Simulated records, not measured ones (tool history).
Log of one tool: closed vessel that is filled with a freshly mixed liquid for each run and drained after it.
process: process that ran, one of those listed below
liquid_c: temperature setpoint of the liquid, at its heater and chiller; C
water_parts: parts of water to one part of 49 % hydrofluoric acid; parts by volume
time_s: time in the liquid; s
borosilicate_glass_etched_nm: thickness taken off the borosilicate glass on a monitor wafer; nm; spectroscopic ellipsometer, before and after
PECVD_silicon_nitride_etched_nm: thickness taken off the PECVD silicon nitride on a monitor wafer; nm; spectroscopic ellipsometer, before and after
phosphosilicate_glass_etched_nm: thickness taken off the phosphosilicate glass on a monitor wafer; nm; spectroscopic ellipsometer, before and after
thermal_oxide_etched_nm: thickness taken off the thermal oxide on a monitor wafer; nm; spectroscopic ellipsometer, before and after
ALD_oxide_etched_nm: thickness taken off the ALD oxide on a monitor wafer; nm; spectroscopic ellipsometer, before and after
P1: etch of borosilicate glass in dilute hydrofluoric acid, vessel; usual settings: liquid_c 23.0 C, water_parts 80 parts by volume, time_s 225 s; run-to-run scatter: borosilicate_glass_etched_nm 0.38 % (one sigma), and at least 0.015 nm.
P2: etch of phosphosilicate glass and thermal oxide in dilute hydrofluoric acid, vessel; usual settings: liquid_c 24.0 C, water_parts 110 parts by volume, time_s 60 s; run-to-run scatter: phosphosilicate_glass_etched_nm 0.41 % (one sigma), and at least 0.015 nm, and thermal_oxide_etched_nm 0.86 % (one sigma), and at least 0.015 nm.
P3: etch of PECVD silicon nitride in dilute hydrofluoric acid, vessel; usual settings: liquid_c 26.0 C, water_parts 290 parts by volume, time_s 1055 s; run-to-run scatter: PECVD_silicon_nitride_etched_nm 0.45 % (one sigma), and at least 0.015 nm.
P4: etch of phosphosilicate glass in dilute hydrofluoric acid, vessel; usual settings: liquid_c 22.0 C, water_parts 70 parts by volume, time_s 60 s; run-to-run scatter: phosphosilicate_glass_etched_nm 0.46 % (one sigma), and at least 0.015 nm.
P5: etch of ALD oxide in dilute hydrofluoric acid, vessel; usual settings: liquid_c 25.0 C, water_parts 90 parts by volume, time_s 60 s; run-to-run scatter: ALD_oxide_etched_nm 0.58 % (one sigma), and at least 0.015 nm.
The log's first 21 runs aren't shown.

run	hour	process	liquid_c	water_parts	time_s	hours since the thermometer was replaced	hours since the hydrofluoric acid flow meter was replaced	borosilicate_glass_etched_nm	PECVD_silicon_nitride_etched_nm	phosphosilicate_glass_etched_nm	thermal_oxide_etched_nm	ALD_oxide_etched_nm
22	247.0	P1	23.0	135	225	1889.4	996.6	26.2680				
23	255.8	P4	22.0	70	30	1898.2	1005.4			32.773		
24	266.1	P1	23.0	80	225	1908.5	1015.7	47.6350				
25	279.6	P5	25.0	90	90	1922.0	1029.2					23.645
26	290.1	P1	27.0	50	225	1932.5	1039.7	92.7970				
27	303.7	P3	26.0	290	1055	1946.1	1053.3		10.4590			
28	314.1	P1	23.0	80	225	1956.5	1063.7	47.7950				
29	330.0	P2	24.0	110	60	1972.4	1079.6			86.346	2.5313	
30	343.6	P3	33.5	290	1055	1986.0	1093.2		15.8690			
31	351.9	P5	25.0	90	60	1994.3	1101.5					15.670
32	362.2	P1	23.0	80	225	2004.6	1111.8	47.1430				
33	377.7	P1	23.0	80	225	2020.1	1127.3	47.8930				
34	385.6	P1	23.0	80	225	2028.0	1135.2	46.3120				
35	393.4	P1	23.0	80	225	2035.8	1143.0	45.5630				
36	404.3	P1	23.0	80	225	2046.7	1153.9	45.2260				
37	416.6	P1	23.0	80	225	2059.0	1166.2	44.4610				
38	429.1	P1	23.0	80	225	2071.5	1178.7	43.8380				

Run 39 comes next. What will it give?
39	439.9	P1	23.0	80	225	2082.3	1189.5	?				

borosilicate_glass_etched_nm: 44.1320 nm
